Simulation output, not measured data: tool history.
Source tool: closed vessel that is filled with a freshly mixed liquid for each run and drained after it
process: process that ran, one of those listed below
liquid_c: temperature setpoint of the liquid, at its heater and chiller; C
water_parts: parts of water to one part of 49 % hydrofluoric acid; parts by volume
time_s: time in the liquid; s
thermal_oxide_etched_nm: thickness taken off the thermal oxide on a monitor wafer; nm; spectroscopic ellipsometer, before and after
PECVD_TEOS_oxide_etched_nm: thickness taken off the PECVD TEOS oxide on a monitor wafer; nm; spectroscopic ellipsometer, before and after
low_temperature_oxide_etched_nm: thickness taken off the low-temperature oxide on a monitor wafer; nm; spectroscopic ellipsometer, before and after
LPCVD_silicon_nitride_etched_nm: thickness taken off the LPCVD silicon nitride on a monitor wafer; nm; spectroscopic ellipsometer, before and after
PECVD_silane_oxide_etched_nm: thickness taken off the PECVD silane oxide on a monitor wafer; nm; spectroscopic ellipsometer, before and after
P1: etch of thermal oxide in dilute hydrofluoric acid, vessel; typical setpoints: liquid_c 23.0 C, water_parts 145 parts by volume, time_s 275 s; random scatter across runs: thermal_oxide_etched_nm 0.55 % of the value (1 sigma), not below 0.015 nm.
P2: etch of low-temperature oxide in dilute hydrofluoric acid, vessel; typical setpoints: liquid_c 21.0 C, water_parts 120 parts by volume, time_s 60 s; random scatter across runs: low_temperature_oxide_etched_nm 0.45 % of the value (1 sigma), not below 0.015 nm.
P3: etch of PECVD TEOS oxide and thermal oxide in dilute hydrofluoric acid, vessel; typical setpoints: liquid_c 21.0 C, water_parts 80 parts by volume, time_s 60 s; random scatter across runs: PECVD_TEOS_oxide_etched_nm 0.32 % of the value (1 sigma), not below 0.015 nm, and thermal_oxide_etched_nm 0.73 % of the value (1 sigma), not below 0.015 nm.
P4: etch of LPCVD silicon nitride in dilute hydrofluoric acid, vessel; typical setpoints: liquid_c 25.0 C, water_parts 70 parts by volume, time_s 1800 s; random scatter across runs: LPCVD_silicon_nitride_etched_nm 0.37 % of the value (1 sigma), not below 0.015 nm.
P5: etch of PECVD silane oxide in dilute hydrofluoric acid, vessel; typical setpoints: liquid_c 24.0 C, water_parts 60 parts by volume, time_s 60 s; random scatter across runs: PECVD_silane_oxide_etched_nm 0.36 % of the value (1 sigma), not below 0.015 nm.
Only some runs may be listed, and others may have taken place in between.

| run | hour | process | liquid_c | water_parts | time_s | hours since the thermometer was replaced | hours since the hydrofluoric acid flow meter was replaced | thermal_oxide_etched_nm | PECVD_TEOS_oxide_etched_nm | low_temperature_oxide_etched_nm | LPCVD_silicon_nitride_etched_nm | PECVD_silane_oxide_etched_nm |
|---|---|---|---|---|---|---|---|---|---|---|---|---|
| 1 | 4.9 | P1 | 23.0 | 145 | 275 | 1350.3 | 98.9 | 8.2635 |  |  |  |  |
| 2 | 11.9 | P3 | 25.5 | 80 | 60 | 1357.3 | 105.9 | 4.1011 | 13.3510 |  |  |  |
| 3 | 18.4 | P1 | 23.0 | 210 | 505 | 1363.8 | 112.4 | 9.7782 |  |  |  |  |
| 4 | 22.3 | P1 | 23.0 | 145 | 275 | 1367.7 | 116.3 | 8.2944 |  |  |  |  |
|  | 28.0 | hydrofluoric acid flow meter replaced |
| 5 | 28.6 | P3 | 21.0 | 115 | 60 | 1374.0 | 0.6 | 2.2448 | 7.4881 |  |  |  |
| 6 | 33.1 | P2 | 21.0 | 120 | 60 | 1378.5 | 5.1 |  |  | 7.3359 |  |  |
| 7 | 36.8 | P4 | 25.0 | 70 | 1800 | 1382.2 | 8.8 |  |  |  | 13.308 |  |
| 8 | 41.6 | P4 | 25.0 | 70 | 2755 | 1387.0 | 13.6 |  |  |  | 20.418 |  |
| 9 | 49.2 | P1 | 23.0 | 145 | 275 | 1394.6 | 21.2 | 8.3117 |  |  |  |  |
| 10 | 56.6 | P1 | 23.0 | 55 | 275 | 1402.0 | 28.6 | 24.3280 |  |  |  |  |
| 11 | 64.1 | P5 | 24.0 | 60 | 60 | 1409.5 | 36.1 |  |  |  |  | 17.500 |
| 12 | 68.1 | P4 | 25.0 | 70 | 1800 | 1413.5 | 40.1 |  |  |  | 13.276 |  |
| 13 | 75.9 | P1 | 23.0 | 145 | 275 | 1421.3 | 47.9 | 8.3116 |  |  |  |  |
| 14 | 80.9 | P3 | 21.0 | 80 | 105 | 1426.3 | 52.9 | 6.0580 | 19.5100 |  |  |  |
| 15 | 85.5 | P5 | 24.0 | 60 | 60 | 1430.9 | 57.5 |  |  |  |  | 17.318 |
| 16 | 93.3 | P1 | 23.0 | 145 | 525 | 1438.7 | 65.3 | 15.8250 |  |  |  |  |
| 17 | 100.6 | P5 | 17.0 | 60 | 60 | 1446.0 | 72.6 |  |  |  |  | 12.885 |
| 18 | 108.2 | P1 | 23.0 | 145 | 275 | 1453.6 | 80.2 | 8.3197 |  |  |  |  |
| 19 | 112.8 | P4 | 25.0 | 25 | 1800 | 1458.2 | 84.8 |  |  |  | 36.355 |  |
| 20 | 116.3 | P1 | 17.0 | 145 | 135 | 1461.7 | 88.3 | 3.2280 |  |  |  |  |
| 21 | 121.7 | P3 | 21.0 | 80 | 60 | 1467.1 | 93.7 | 3.4359 | 11.1340 |  |  |  |

Run 22 has not been measured yet. What should we expect?
| 22 | 128.3 | P1 | 19.5 | 145 | 275 | 1473.7 | 100.3 | ? |  |  |  |  |

thermal_oxide_etched_nm: 7.2682 nm
